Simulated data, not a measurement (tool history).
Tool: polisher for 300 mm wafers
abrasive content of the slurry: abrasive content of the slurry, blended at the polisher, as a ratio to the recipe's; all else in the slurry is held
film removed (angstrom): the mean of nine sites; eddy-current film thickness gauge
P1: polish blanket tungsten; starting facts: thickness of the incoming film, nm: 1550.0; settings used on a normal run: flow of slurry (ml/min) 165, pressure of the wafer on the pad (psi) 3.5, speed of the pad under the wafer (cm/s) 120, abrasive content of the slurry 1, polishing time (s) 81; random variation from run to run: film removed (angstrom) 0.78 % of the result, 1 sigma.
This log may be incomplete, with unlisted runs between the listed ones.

| run | day | flow of slurry (ml/min) | pressure of the wafer on the pad (psi) | speed of the pad under the wafer (cm/s) | abrasive content of the slurry | polishing time (s) | wafers polished on this pad | hours since the slurry nozzle was cleaned | hours since the head pressure was calibrated | hours since the slurry blender was calibrated | hours since the slurry got fresh peroxide | film removed (angstrom) |
|---|---|---|---|---|---|---|---|---|---|---|---|---|
| 1 | 0.138 | 165 | 3.5 | 120 | 1 | 81 | 402 | 194.4 | 812.5 | 76.3 | 59.7 | 3744.3 |
| 2 | 0.354 | 165 | 3.5 | 120 | 1 | 48 | 443 | 199.6 | 817.7 | 81.5 | 64.9 | 2221.6 |
| 3 | 0.533 | 165 | 3.5 | 120 | 1 | 81 | 477 | 203.9 | 822 | 85.8 | 69.2 | 3741.6 |
| 4 | 0.762 | 100 | 3.5 | 120 | 1 | 81 | 521 | 209.4 | 827.5 | 91.3 | 74.7 | 3393.1 |
| 5 | 0.946 | 165 | 3.5 | 54 | 1 | 81 | 556 | 213.8 | 831.9 | 95.7 | 79.1 | 1669.2 |
| 6 | 1.075 | 165 | 3.5 | 120 | 1 | 118 | 581 | 216.9 | 835 | 98.8 | 82.2 | 5372.2 |
| 7 | 1.3 | 165 | 3.5 | 120 | 0.55 | 81 | 624 | 222.3 | 840.4 | 104.2 | 87.6 | 3240.3 |
| 8 | 1.512 | 165 | 3.5 | 174 | 1 | 81 | 665 | 227.4 | 845.5 | 109.3 | 92.7 | 5445.2 |
| 9 | 1.712 | 165 | 3.5 | 120 | 1 | 81 | 703 | 232.2 | 850.3 | 114.1 | 97.5 | 3748.9 |
| 10 | 1.942 | 165 | 3.5 | 120 | 1 | 81 | 747 | 237.7 | 855.8 | 119.6 | 103 | 3694.7 |
| 11 | 2.129 | 245 | 3.5 | 120 | 1.35 | 81 | 782 | 242.2 | 860.3 | 124.1 | 107.5 | 4181.5 |
| 12 | 2.283 | 165 | 3.5 | 120 | 1 | 81 | 812 | 245.9 | 864 | 127.8 | 111.2 | 3722 |
| 13 | 2.45 | 165 | 5.1 | 120 | 1 | 81 | 844 | 249.9 | 868 | 131.8 | 115.2 | 5456.8 |
| 14 | 2.638 | 235 | 3.5 | 120 | 1 | 81 | 880 | 254.4 | 872.5 | 136.3 | 119.7 | 3835.5 |
| 15 | 2.846 | 165 | 3.5 | 120 | 1.3 | 81 | 919 | 259.4 | 877.5 | 141.3 | 124.7 | 3992.2 |
| 16 | 2.992 | 165 | 1.6 | 120 | 1 | 81 | 947 | 262.9 | 881 | 144.8 | 128.2 | 1686.6 |
|  | 3.125 | head pressure recalibrated |
| 17 | 3.217 | 165 | 3.5 | 154 | 1.25 | 81 | 990 | 268.3 | 2.2 | 150.2 | 133.6 | 4979 |
| 18 | 3.429 | 165 | 3.5 | 120 | 1 | 81 | 1031 | 273.4 | 7.3 | 155.3 | 138.7 | 3728.1 |
| 19 | 3.658 | 165 | 3.5 | 120 | 1 | 81 | 1075 | 278.9 | 12.8 | 160.8 | 144.2 | 3713.7 |
| 20 | 3.8 | 165 | 3.5 | 120 | 1 | 81 | 1102 | 282.3 | 16.2 | 164.2 | 147.6 | 3663 |
| 21 | 3.988 | 165 | 3.5 | 120 | 1 | 81 | 1138 | 286.8 | 20.7 | 168.7 | 152.1 | 3510.2 |
| 22 | 4.196 | 165 | 3.5 | 120 | 1 | 81 | 1178 | 291.8 | 25.7 | 173.7 | 157.1 | 3497 |
|  | 4.3 | worn pad replaced by a new one |
|  | 4.371 | slurry tank refilled with fresh slurry and peroxide |
|  | 4.388 | head pressure recalibrated |
| 23 | 4.396 | 165 | 3.5 | 120 | 1 | 81 | 18 | 296.6 | 0.2 | 178.5 | 0.7 | 3531.2 |
| 24 | 4.525 | 165 | 3.5 | 120 | 1 | 81 | 43 | 299.7 | 3.3 | 181.6 | 3.8 | 3500.6 |

Run 25 has not been measured yet. What should we expect?
| 25 | 4.679 | 165 | 3.5 | 120 | 1 | 81 | 72 | 303.4 | 7 | 185.3 | 7.5 | ? |

Logged for run 25: film removed (angstrom) 3433.2.
